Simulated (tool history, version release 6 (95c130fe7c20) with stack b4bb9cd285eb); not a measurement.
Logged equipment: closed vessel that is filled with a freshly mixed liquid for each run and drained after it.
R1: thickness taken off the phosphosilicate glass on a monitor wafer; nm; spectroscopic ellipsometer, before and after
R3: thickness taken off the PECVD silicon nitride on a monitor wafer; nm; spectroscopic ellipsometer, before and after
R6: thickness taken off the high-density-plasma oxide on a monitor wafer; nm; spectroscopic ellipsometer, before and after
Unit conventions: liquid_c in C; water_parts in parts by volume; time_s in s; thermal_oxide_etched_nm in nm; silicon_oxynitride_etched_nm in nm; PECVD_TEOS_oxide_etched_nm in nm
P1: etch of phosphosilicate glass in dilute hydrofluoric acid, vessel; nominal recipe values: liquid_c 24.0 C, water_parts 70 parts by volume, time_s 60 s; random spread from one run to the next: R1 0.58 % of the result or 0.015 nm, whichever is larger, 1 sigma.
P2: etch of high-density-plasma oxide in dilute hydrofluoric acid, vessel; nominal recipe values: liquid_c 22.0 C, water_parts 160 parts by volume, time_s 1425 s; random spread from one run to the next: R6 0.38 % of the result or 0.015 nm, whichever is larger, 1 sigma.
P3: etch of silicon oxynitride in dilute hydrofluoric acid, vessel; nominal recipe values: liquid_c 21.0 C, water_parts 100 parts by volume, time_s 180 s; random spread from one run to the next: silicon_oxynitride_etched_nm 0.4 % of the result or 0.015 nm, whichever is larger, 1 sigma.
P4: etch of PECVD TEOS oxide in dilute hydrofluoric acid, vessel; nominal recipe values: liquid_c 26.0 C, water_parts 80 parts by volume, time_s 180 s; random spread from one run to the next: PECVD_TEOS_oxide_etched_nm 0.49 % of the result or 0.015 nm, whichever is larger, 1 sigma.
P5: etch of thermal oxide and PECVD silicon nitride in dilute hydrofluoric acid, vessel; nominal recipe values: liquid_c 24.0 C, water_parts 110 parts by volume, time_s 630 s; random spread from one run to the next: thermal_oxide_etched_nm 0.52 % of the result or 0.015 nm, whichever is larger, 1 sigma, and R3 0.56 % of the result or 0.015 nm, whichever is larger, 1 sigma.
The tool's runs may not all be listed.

{"run": 1, "day": 0.412, "process": "P1", "liquid_c": 24.0, "water_parts": 70, "time_s": 60, "R1": 134.61}
{"run": 2, "day": 1.058, "process": "P1", "liquid_c": 24.0, "water_parts": 70, "time_s": 60, "R1": 134.49}
{"run": 3, "day": 1.721, "process": "P5", "liquid_c": 31.5, "water_parts": 110, "time_s": 630, "thermal_oxide_etched_nm": 35.32, "R3": 19.03}
{"run": 4, "day": 2.275, "process": "P3", "liquid_c": 26.5, "water_parts": 100, "time_s": 180, "silicon_oxynitride_etched_nm": 7.2444}
{"run": 5, "day": 2.788, "process": "P1", "liquid_c": 24.0, "water_parts": 120, "time_s": 110, "R1": 136.0}
{"run": 6, "day": 3.45, "process": "P1", "liquid_c": 24.0, "water_parts": 40, "time_s": 60, "R1": 245.89}
{"run": 7, "day": 3.95, "process": "P4", "liquid_c": 26.0, "water_parts": 80, "time_s": 180, "PECVD_TEOS_oxide_etched_nm": 31.871}
{"run": 8, "day": 4.6, "process": "P5", "liquid_c": 24.0, "water_parts": 170, "time_s": 630, "thermal_oxide_etched_nm": 15.888, "R3": 7.6207}
{"run": 9, "day": 5.071, "process": "P3", "liquid_c": 21.0, "water_parts": 100, "time_s": 295, "silicon_oxynitride_etched_nm": 9.1475}
{"run": 10, "day": 5.538, "process": "P1", "liquid_c": 24.0, "water_parts": 125, "time_s": 60, "R1": 70.875}
{"run": 11, "day": 6.179, "process": "P5", "liquid_c": 24.0, "water_parts": 110, "time_s": 630, "thermal_oxide_etched_nm": 26.563, "R3": 11.76}
{"run": 12, "day": 6.55, "process": "P2", "liquid_c": 22.0, "water_parts": 160, "time_s": 2295, "R6": 63.802}
{"run": 13, "day": 7.012, "process": "P1", "liquid_c": 24.0, "water_parts": 70, "time_s": 30, "R1": 67.947}
{"run": 14, "day": 7.733, "process": "P4", "liquid_c": 26.0, "water_parts": 80, "time_s": 300, "PECVD_TEOS_oxide_etched_nm": 52.788}
{"run": 15, "day": 8.229, "process": "P3", "liquid_c": 21.0, "water_parts": 160, "time_s": 180, "silicon_oxynitride_etched_nm": 3.3413}
{"run": 16, "day": 8.558, "process": "P2", "liquid_c": 30.0, "water_parts": 160, "time_s": 1425, "R6": 53.506}
{"run": 17, "day": 9.25, "process": "P1", "liquid_c": 24.0, "water_parts": 70, "time_s": 60, "R1": 134.75}
{"run": 18, "day": 9.65, "process": "P5", "liquid_c": 24.0, "water_parts": 110, "time_s": 280, "thermal_oxide_etched_nm": 11.722, "R3": 5.2737}
{"run": 19, "day": 10.162, "process": "P1", "liquid_c": 24.0, "water_parts": 70, "time_s": 105, "R1": 234.31}
{"run": 20, "day": 10.888, "process": "P3", "liquid_c": 21.0, "water_parts": 100, "time_s": 180, "silicon_oxynitride_etched_nm": 5.5416}
{"run": 21, "day": 11.217, "process": "P1", "liquid_c": 30.0, "water_parts": 70, "time_s": 60, "R1": 171.3}
{"run": 22, "day": 11.775, "process": "P2", "liquid_c": 22.0, "water_parts": 85, "time_s": 1425, "R6": 80.732}
{"run": 23, "day": 12.225, "process": "P1", "liquid_c": 30.0, "water_parts": 45, "time_s": 60, "R1": 273.69}
{"run": 24, "day": 12.704, "process": "P2", "liquid_c": 22.0, "water_parts": 160, "time_s": 1425, "R6": 39.65}
{"run": 25, "day": 13.212, "process": "P1", "liquid_c": 20.0, "water_parts": 70, "time_s": 60, "R1": 113.69}
{"run": 26, "day": 13.579, "process": "P2", "liquid_c": 22.0, "water_parts": 160, "time_s": 1425, "R6": 39.582}
{"run": 27, "day": 13.912, "process": "P1", "liquid_c": 24.0, "water_parts": 70, "time_s": 60, "R1": 134.31}
{"run": 28, "day": 14.542, "process": "P1", "liquid_c": 24.0, "water_parts": 20, "time_s": 30, "R1": 254.48}
{"run": 29, "day": 15.017, "process": "P4", "liquid_c": 26.0, "water_parts": 135, "time_s": 180, "PECVD_TEOS_oxide_etched_nm": 17.574}
{"run": 30, "day": 15.433, "process": "P3", "liquid_c": 21.0, "water_parts": 100, "time_s": 180, "silicon_oxynitride_etched_nm": 5.5543}
{"run": 31, "day": 16.046, "process": "P4", "liquid_c": 19.5, "water_parts": 80, "time_s": 180, "PECVD_TEOS_oxide_etched_nm": 24.217}
{"run": 32, "day": 16.712, "process": "P1", "liquid_c": 24.0, "water_parts": 70, "time_s": 60, "R1": 134.36}
{"run": 33, "day": 17.317, "process": "P1", "liquid_c": 24.0, "water_parts": 70, "time_s": 60, "R1": 131.79}
{"run": 34, "day": 18.029, "process": "P1", "liquid_c": 24.0, "water_parts": 70, "time_s": 60, "R1": 127.93}
{"run": 35, "day": 18.612, "process": "P1", "liquid_c": 24.0, "water_parts": 70, "time_s": 60, "R1": 128.18}
{"run": 36, "day": 19.062, "process": "P1", "liquid_c": 24.0, "water_parts": 70, "time_s": 60, "R1": 126.82}
{"run": 37, "day": 19.517, "process": "P1", "liquid_c": 24.0, "water_parts": 70, "time_s": 60, "R1": 126.07}
{"run": 38, "day": 20.075, "process": "P1", "liquid_c": 24.0, "water_parts": 70, "time_s": 60, "R1": 127.2}
{"run": 39, "day": 20.833, "process": "P1", "liquid_c": 24.0, "water_parts": 70, "time_s": 60, "R1": 128.69}

The output of P1 has drifted from where it used to be. Each of the 2 causes below, taken at the size shown beside it, accounts for the log equally well:
A: hydrofluoric acid flow below the setpoint (%) = 5.12
B: liquid colder than its thermometer reads (K) = 1.41
At approximately day 16.712, the process output began to creep.

Consider the 4 single-wafer check runs listed below, results given as question marks: which one distinguishes between the causes by giving clearly different results for each?
{"run": "check 1", "day": 21.592, "process": "P3", "liquid_c": 21.0, "water_parts": 100, "time_s": 180, "silicon_oxynitride_etched_nm": "?"}
{"run": "check 2", "day": 21.592, "process": "P2", "liquid_c": 22.0, "water_parts": 160, "time_s": 1425, "R6": "?"}
{"run": "check 3", "day": 21.592, "process": "P5", "liquid_c": 24.0, "water_parts": 110, "time_s": 630, "thermal_oxide_etched_nm": "?", "R3": "?"}
{"run": "check 4", "day": 21.592, "process": "P4", "liquid_c": 26.0, "water_parts": 80, "time_s": 180, "PECVD_TEOS_oxide_etched_nm": "?"}

What every check run would give for each of its results, assuming each possible cause in turn:
check=check_1 result=silicon_oxynitride_etched_nm if_A=5.2654 if_B=5.2017
check=check_2 result=R6 if_A=37.051 if_B=37.302
check=check_3 result=thermal_oxide_etched_nm if_A=24.915 if_B=25.013
check=check_3 result=R3 if_A=11.2120 if_B=10.7610
check=check_4 result=PECVD_TEOS_oxide_etched_nm if_A=29.849 if_B=29.917
Distance between the nearest two causes, measured in the result of the check that separates them most: check 1 1.22 %; check 2 0.67 %; check 3 4.11 %; check 4 0.23 %
Of the check runs offered, only check 3 discriminates between the causes; the rest would read about the same regardless of which cause applies.

Here is what check 3 returned: thermal_oxide_etched_nm 25.048 nm; R3 10.7430 nm. Which cause is it?

The correct cause is B, namely: liquid colder than its thermometer reads (K).
